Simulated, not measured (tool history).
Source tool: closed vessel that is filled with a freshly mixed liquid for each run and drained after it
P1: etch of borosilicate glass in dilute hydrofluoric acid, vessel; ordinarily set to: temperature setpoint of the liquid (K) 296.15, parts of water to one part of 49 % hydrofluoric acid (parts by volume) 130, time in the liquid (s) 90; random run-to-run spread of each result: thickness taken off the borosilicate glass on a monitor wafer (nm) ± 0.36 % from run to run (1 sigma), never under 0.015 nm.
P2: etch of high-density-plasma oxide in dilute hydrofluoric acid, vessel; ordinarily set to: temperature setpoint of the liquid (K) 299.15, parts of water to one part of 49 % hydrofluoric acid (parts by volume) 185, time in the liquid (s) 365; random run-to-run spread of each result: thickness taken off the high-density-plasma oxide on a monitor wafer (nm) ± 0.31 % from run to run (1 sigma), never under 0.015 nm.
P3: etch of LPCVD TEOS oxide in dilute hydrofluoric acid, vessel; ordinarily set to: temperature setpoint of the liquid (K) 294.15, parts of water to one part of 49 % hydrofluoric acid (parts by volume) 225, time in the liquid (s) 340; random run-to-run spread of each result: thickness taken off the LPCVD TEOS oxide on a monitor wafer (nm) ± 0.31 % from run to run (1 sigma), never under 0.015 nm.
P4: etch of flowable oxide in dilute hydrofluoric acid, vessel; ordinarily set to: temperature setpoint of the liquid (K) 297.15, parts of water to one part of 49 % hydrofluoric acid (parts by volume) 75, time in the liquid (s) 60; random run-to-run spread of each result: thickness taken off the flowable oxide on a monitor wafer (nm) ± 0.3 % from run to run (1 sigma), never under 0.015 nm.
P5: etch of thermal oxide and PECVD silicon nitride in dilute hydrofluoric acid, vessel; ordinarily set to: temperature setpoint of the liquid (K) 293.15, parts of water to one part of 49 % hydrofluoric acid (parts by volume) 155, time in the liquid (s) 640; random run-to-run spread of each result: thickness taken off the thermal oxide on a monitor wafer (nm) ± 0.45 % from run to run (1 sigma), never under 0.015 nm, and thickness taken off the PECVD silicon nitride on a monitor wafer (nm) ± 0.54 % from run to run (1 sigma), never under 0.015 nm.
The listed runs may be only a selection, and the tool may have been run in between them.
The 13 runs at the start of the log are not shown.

run,hour,process that ran,temperature setpoint of the liquid (K),parts of water to one part of 49 % hydrofluoric acid (parts by volume),time in the liquid (s),hours since the thermometer was replaced,hours since the hydrofluoric acid flow meter was replaced,thickness taken off the borosilicate glass on a monitor wafer (nm),thickness taken off the LPCVD TEOS oxide on a monitor wafer (nm),thickness taken off the high-density-plasma oxide on a monitor wafer (nm),thickness taken off the flowable oxide on a monitor wafer (nm),thickness taken off the thermal oxide on a monitor wafer (nm),thickness taken off the PECVD silicon nitride on a monitor wafer (nm)
14,93.4,P3,294.15,355,340,1086.5,346.8,,11.839,,,,
15,102.1,P2,299.15,50,365,1095.2,355.5,,,41.297,,,
16,108.7,P1,296.15,130,30,1101.8,362.1,8.4878,,,,,
17,112.8,P1,296.15,130,90,1105.9,366.2,25.441,,,,,
18,117,P1,296.15,130,90,1110.1,370.4,25.687,,,,,
19,121.6,P4,304.65,75,60,1114.7,375,,,,32.693,,
20,126,P1,296.15,130,165,1119.1,379.4,46.975,,,,,
21,131.1,P2,306.15,185,365,1124.2,384.5,,,12.053,,,
22,137.1,P1,296.15,130,90,1130.2,390.5,25.467,,,,,
23,141.1,P2,299.15,185,365,1134.2,394.5,,,9.4585,,,
24,145,P5,293.15,155,640,1138.1,398.4,,,,,16.079,8.8255
25,151.7,P5,293.15,280,640,1144.8,405.1,,,,,7.8457,4.9819
26,156.3,P1,296.15,130,90,1149.4,409.7,25.585,,,,,
27,164.2,P1,296.15,130,90,1157.3,417.6,25.521,,,,,
28,170.9,P1,291.15,130,90,1164,424.3,20.849,,,,,

What does the tool deliver on the next run?
29,179.1,P3,294.15,225,340,1172.2,432.5,,?,,,,

thickness taken off the LPCVD TEOS oxide on a monitor wafer (nm): 21.284

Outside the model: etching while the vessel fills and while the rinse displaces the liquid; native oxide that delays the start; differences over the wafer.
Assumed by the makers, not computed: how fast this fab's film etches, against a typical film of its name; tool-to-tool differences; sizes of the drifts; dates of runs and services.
